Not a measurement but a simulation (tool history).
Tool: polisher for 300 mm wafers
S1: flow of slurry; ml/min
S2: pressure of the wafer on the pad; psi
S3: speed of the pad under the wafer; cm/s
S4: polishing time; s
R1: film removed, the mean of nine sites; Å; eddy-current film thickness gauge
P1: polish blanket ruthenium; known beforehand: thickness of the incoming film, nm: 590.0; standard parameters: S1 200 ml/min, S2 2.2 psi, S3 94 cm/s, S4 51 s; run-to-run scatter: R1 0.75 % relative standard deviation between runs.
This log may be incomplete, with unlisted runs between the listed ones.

run 1 hour=5.9 | S1=200 S2=2.2 S3=94 S4=51 | R1=549.33
run 2 hour=10 | S1=200 S2=2.2 S3=94 S4=51 | R1=553.4
run 3 hour=14.2 | S1=200 S2=2.2 S3=50 S4=51 | R1=290.57
run 4 hour=20.4 | S1=200 S2=2.2 S3=94 S4=23 | R1=249.89
-- hour=23.8 slurry nozzle cleaned
run 5 hour=27.8 | S1=295 S2=2.2 S3=94 S4=51 | R1=577.48
run 6 hour=34.2 | S1=120 S2=2.2 S3=94 S4=51 | R1=510.88
run 7 hour=43.1 | S1=200 S2=2.2 S3=70 S4=25 | R1=199.85
run 8 hour=51.7 | S1=200 S2=2.2 S3=140 S4=51 | R1=825.66
run 9 hour=57 | S1=200 S2=2.2 S3=94 S4=51 | R1=547.44
run 10 hour=64 | S1=200 S2=2.2 S3=94 S4=51 | R1=547.8
run 11 hour=68.5 | S1=200 S2=3.5 S3=94 S4=51 | R1=871.31
run 12 hour=73.6 | S1=200 S2=2.2 S3=94 S4=51 | R1=554.63

What will run 13 give?
run 13 hour=79.9 | S1=135 S2=2.2 S3=94 S4=24 | R1=?

{"run 13": {"R1": 243.69}}

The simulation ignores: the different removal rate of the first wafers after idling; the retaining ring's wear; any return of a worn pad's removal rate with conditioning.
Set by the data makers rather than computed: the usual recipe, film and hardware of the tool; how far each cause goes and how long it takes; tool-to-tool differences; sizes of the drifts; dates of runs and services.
